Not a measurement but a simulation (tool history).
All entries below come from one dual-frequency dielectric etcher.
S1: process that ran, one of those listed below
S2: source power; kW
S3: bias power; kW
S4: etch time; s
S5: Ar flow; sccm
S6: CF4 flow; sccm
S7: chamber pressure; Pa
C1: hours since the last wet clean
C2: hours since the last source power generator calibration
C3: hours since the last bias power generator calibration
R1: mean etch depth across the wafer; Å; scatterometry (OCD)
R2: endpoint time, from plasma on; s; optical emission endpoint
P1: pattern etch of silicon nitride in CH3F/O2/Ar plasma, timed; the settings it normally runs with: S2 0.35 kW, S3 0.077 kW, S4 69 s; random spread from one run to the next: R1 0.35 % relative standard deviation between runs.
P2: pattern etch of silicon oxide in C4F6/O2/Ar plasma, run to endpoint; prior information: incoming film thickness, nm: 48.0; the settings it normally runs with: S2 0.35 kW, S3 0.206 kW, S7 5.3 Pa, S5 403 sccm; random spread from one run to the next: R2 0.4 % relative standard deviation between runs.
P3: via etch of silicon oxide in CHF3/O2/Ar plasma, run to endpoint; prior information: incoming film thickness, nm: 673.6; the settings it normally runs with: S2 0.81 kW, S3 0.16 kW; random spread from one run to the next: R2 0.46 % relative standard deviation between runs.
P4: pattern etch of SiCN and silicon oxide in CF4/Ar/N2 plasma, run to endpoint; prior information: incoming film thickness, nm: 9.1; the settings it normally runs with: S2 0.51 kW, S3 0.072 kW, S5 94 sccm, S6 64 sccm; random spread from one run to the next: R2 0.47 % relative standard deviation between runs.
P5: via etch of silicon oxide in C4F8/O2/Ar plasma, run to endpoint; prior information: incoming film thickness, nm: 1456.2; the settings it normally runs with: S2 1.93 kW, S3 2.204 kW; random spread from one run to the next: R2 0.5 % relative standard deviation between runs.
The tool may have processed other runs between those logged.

| run | hour | S1 | S2 | S3 | S4 | S5 | S6 | S7 | C1 | C2 | C3 | R1 | R2 |
|---|---|---|---|---|---|---|---|---|---|---|---|---|---|
| 1 | 3.2 | P1 | 0.35 | 0.077 | 69 |  |  |  | 300.3 | 795 | 2644.4 | 467.43 |  |
| 2 | 8.4 | P4 | 0.51 | 0.072 |  | 118 | 64 |  | 305.5 | 800.2 | 2649.6 |  | 9.954 |
| 3 | 12.5 | P4 | 0.51 | 0.072 |  | 94 | 64 |  | 309.6 | 804.3 | 2653.7 |  | 9.6113 |
| 4 | 15.6 | P3 | 0.81 | 0.121 |  |  |  |  | 312.7 | 807.4 | 2656.8 |  | 339.22 |
| 5 | 19.9 | P5 | 2.36 | 2.204 |  |  |  |  | 317 | 811.7 | 2661.1 |  | 259.48 |
|  | 21.7 | bias power generator calibrated |
| 6 | 23.9 | P2 | 0.35 | 0.206 |  | 403 |  | 7.2 | 321 | 815.7 | 2.2 |  | 17.065 |
|  | 25.5 | wet clean of the chamber |
| 7 | 26.6 | P1 | 0.47 | 0.062 | 69 |  |  |  | 1.2 | 818.4 | 4.9 | 484.74 |  |
| 8 | 31.8 | P2 | 0.47 | 0.206 |  | 403 |  | 5.3 | 6.4 | 823.6 | 10.1 |  | 14.761 |
| 9 | 35.6 | P1 | 0.35 | 0.077 | 69 |  |  |  | 10.2 | 827.4 | 13.9 | 469.26 |  |
| 10 | 38.7 | P1 | 0.35 | 0.077 | 84.5 |  |  |  | 13.3 | 830.5 | 17 | 571.45 |  |
| 11 | 43.5 | P5 | 1.93 | 2.748 |  |  |  |  | 18.1 | 835.3 | 21.8 |  | 265.97 |
| 12 | 45.9 | P1 | 0.35 | 0.077 | 69 |  |  |  | 20.5 | 837.7 | 24.2 | 465.15 |  |
| 13 | 50.9 | P1 | 0.35 | 0.077 | 69 |  |  |  | 25.5 | 842.7 | 29.2 | 465.66 |  |
| 14 | 53.4 | P3 | 1.08 | 0.16 |  |  |  |  | 28 | 845.2 | 31.7 |  | 276.43 |
| 15 | 58.7 | P4 | 0.51 | 0.058 |  | 94 | 64 |  | 33.3 | 850.5 | 37 |  | 10.158 |
| 16 | 63.7 | P1 | 0.35 | 0.1 | 69 |  |  |  | 38.3 | 855.5 | 42 | 509.34 |  |
| 17 | 68.1 | P1 | 0.22 | 0.077 | 97 |  |  |  | 42.7 | 859.9 | 46.4 | 554.3 |  |
| 18 | 71.6 | P2 | 0.35 | 0.206 |  | 254 |  | 5.3 | 46.2 | 863.4 | 49.9 |  | 15.588 |
| 19 | 74.7 | P1 | 0.35 | 0.077 | 53.5 |  |  |  | 49.3 | 866.5 | 53 | 360.66 |  |
| 20 | 79.3 | P4 | 0.68 | 0.072 |  | 94 | 64 |  | 53.9 | 871.1 | 57.6 |  | 7.4317 |
| 21 | 83.8 | P3 | 0.81 | 0.16 |  |  |  |  | 58.4 | 875.6 | 62.1 |  | 310.13 |
| 22 | 86.9 | P2 | 0.35 | 0.123 |  | 403 |  | 5.3 | 61.5 | 878.7 | 65.2 |  | 19.343 |
| 23 | 89.4 | P5 | 1.93 | 2.204 |  |  |  |  | 64 | 881.2 | 67.7 |  | 284.01 |
| 24 | 94 | P1 | 0.35 | 0.077 | 69 |  |  |  | 68.6 | 885.8 | 72.3 | 462.82 |  |
| 25 | 97.5 | P1 | 0.48 | 0.077 | 69 |  |  |  | 72.1 | 889.3 | 75.8 | 522.94 |  |
| 26 | 101.4 | P4 | 0.51 | 0.072 |  | 94 | 64 |  | 76 | 893.2 | 79.7 |  | 9.5314 |

Predict the results of run 27:
| 27 | 105.8 | P4 | 0.51 | 0.072 |  | 94 | 37 |  | 80.4 | 897.6 | 84.1 |  | ? |

{"run 27": {"R2": 10.437}}
